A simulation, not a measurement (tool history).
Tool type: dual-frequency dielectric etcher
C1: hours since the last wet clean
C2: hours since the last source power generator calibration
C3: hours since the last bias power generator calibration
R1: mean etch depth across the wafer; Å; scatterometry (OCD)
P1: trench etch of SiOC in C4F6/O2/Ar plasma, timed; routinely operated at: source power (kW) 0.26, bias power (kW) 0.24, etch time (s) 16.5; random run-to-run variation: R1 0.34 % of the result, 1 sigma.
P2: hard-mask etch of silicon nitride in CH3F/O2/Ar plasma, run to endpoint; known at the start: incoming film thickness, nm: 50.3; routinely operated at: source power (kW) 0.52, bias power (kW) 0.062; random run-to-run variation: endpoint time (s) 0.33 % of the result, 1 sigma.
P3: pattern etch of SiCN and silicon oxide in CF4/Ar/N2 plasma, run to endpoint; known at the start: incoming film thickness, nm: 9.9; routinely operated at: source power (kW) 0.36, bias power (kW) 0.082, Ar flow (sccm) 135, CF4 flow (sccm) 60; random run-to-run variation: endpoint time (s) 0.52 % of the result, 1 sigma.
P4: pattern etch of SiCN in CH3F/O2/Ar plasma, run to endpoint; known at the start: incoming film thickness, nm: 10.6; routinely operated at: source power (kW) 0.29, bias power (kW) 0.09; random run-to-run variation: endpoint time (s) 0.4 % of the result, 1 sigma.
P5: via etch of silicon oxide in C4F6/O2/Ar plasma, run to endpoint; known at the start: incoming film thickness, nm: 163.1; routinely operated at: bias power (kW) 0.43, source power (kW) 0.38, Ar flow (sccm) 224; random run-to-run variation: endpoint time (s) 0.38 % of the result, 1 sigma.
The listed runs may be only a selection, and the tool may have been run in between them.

run 1 hour=15.3 | process_that_ran=P1 source_power_(kW)=0.26 bias_power_(kW)=0.24 etch_time_(s)=16.5 | C1=195.6 C2=1817.6 C3=2110.9 | R1=341.88
run 2 hour=30.7 | process_that_ran=P3 source_power_(kW)=0.36 bias_power_(kW)=0.082 Ar_flow_(sccm)=88 CF4_flow_(sccm)=60 | C1=211 C2=1833 C3=2126.3 | endpoint_time_(s)=13.453
run 3 hour=37.8 | process_that_ran=P3 source_power_(kW)=0.36 bias_power_(kW)=0.102 Ar_flow_(sccm)=135 CF4_flow_(sccm)=60 | C1=218.1 C2=1840.1 C3=2133.4 | endpoint_time_(s)=13.126
run 4 hour=53.6 | process_that_ran=P1 source_power_(kW)=0.26 bias_power_(kW)=0.24 etch_time_(s)=16.5 | C1=233.9 C2=1855.9 C3=2149.2 | R1=340.69
run 5 hour=65.2 | process_that_ran=P5 source_power_(kW)=0.38 bias_power_(kW)=0.43 Ar_flow_(sccm)=224 | C1=245.5 C2=1867.5 C3=2160.8 | endpoint_time_(s)=36.829
run 6 hour=80.6 | process_that_ran=P2 source_power_(kW)=0.52 bias_power_(kW)=0.062 | C1=260.9 C2=1882.9 C3=2176.2 | endpoint_time_(s)=69.798
run 7 hour=88.9 | process_that_ran=P1 source_power_(kW)=0.26 bias_power_(kW)=0.24 etch_time_(s)=11.5 | C1=269.2 C2=1891.2 C3=2184.5 | R1=238.68
run 8 hour=103.9 | process_that_ran=P1 source_power_(kW)=0.26 bias_power_(kW)=0.194 etch_time_(s)=16.5 | C1=284.2 C2=1906.2 C3=2199.5 | R1=317.31
run 9 hour=117 | process_that_ran=P1 source_power_(kW)=0.17 bias_power_(kW)=0.19 etch_time_(s)=16.5 | C1=297.3 C2=1919.3 C3=2212.6 | R1=270.04
run 10 hour=129.1 | process_that_ran=P3 source_power_(kW)=0.36 bias_power_(kW)=0.082 Ar_flow_(sccm)=135 CF4_flow_(sccm)=60 | C1=309.4 C2=1931.4 C3=2224.7 | endpoint_time_(s)=14.262
run 11 hour=143.3 | process_that_ran=P1 source_power_(kW)=0.26 bias_power_(kW)=0.24 etch_time_(s)=20.5 | C1=323.6 C2=1945.6 C3=2238.9 | R1=423.53
run 12 hour=152 | process_that_ran=P1 source_power_(kW)=0.17 bias_power_(kW)=0.24 etch_time_(s)=16.5 | C1=332.3 C2=1954.3 C3=2247.6 | R1=291.11
run 13 hour=162.3 | process_that_ran=P5 source_power_(kW)=0.38 bias_power_(kW)=0.43 Ar_flow_(sccm)=156 | C1=342.6 C2=1964.6 C3=2257.9 | endpoint_time_(s)=35.62
run 14 hour=177.7 | process_that_ran=P4 source_power_(kW)=0.29 bias_power_(kW)=0.09 | C1=358 C2=1980 C3=2273.3 | endpoint_time_(s)=28.685
run 15 hour=193.7 | process_that_ran=P1 source_power_(kW)=0.26 bias_power_(kW)=0.24 etch_time_(s)=16.5 | C1=374 C2=1996 C3=2289.3 | R1=340.36
run 16 hour=210 | process_that_ran=P4 source_power_(kW)=0.34 bias_power_(kW)=0.09 | C1=390.3 C2=2012.3 C3=2305.6 | endpoint_time_(s)=26.9
run 17 hour=217.3 | process_that_ran=P3 source_power_(kW)=0.45 bias_power_(kW)=0.082 Ar_flow_(sccm)=135 CF4_flow_(sccm)=60 | C1=397.6 C2=2019.6 C3=2312.9 | endpoint_time_(s)=11.628
run 18 hour=233.1 | process_that_ran=P3 source_power_(kW)=0.36 bias_power_(kW)=0.082 Ar_flow_(sccm)=135 CF4_flow_(sccm)=46 | C1=413.4 C2=2035.4 C3=2328.7 | endpoint_time_(s)=14.849
run 19 hour=246.6 | process_that_ran=P3 source_power_(kW)=0.36 bias_power_(kW)=0.082 Ar_flow_(sccm)=135 CF4_flow_(sccm)=60 | C1=426.9 C2=2048.9 C3=2342.2 | endpoint_time_(s)=14.222
run 20 hour=259 | process_that_ran=P2 source_power_(kW)=0.52 bias_power_(kW)=0.074 | C1=439.3 C2=2061.3 C3=2354.6 | endpoint_time_(s)=65.75
run 21 hour=273.9 | process_that_ran=P2 source_power_(kW)=0.41 bias_power_(kW)=0.062 | C1=454.2 C2=2076.2 C3=2369.5 | endpoint_time_(s)=76.389
-- hour=281.1 bias power generator calibrated
run 22 hour=287.9 | process_that_ran=P1 source_power_(kW)=0.26 bias_power_(kW)=0.24 etch_time_(s)=16.5 | C1=468.2 C2=2090.2 C3=6.9 | R1=341.59
run 23 hour=303.6 | process_that_ran=P5 source_power_(kW)=0.26 bias_power_(kW)=0.43 Ar_flow_(sccm)=224 | C1=483.9 C2=2105.9 C3=22.6 | endpoint_time_(s)=42.654
run 24 hour=316.7 | process_that_ran=P1 source_power_(kW)=0.33 bias_power_(kW)=0.24 etch_time_(s)=16.5 | C1=497 C2=2119 C3=35.7 | R1=372.82
run 25 hour=324.3 | process_that_ran=P5 source_power_(kW)=0.38 bias_power_(kW)=0.512 Ar_flow_(sccm)=224 | C1=504.6 C2=2126.6 C3=43.3 | endpoint_time_(s)=34.447
run 26 hour=337 | process_that_ran=P1 source_power_(kW)=0.26 bias_power_(kW)=0.314 etch_time_(s)=16.5 | C1=517.3 C2=2139.3 C3=56 | R1=375.98
run 27 hour=353 | process_that_ran=P2 source_power_(kW)=0.52 bias_power_(kW)=0.062 | C1=533.3 C2=2155.3 C3=72 | endpoint_time_(s)=69.902
run 28 hour=364.9 | process_that_ran=P4 source_power_(kW)=0.29 bias_power_(kW)=0.114 | C1=545.2 C2=2167.2 C3=83.9 | endpoint_time_(s)=26.078

For run 29, what comes out?
run 29 hour=379.5 | process_that_ran=P1 source_power_(kW)=0.26 bias_power_(kW)=0.24 etch_time_(s)=16.5 | C1=559.8 C2=2181.8 C3=98.5 | R1=?

R1: 343.14 Å

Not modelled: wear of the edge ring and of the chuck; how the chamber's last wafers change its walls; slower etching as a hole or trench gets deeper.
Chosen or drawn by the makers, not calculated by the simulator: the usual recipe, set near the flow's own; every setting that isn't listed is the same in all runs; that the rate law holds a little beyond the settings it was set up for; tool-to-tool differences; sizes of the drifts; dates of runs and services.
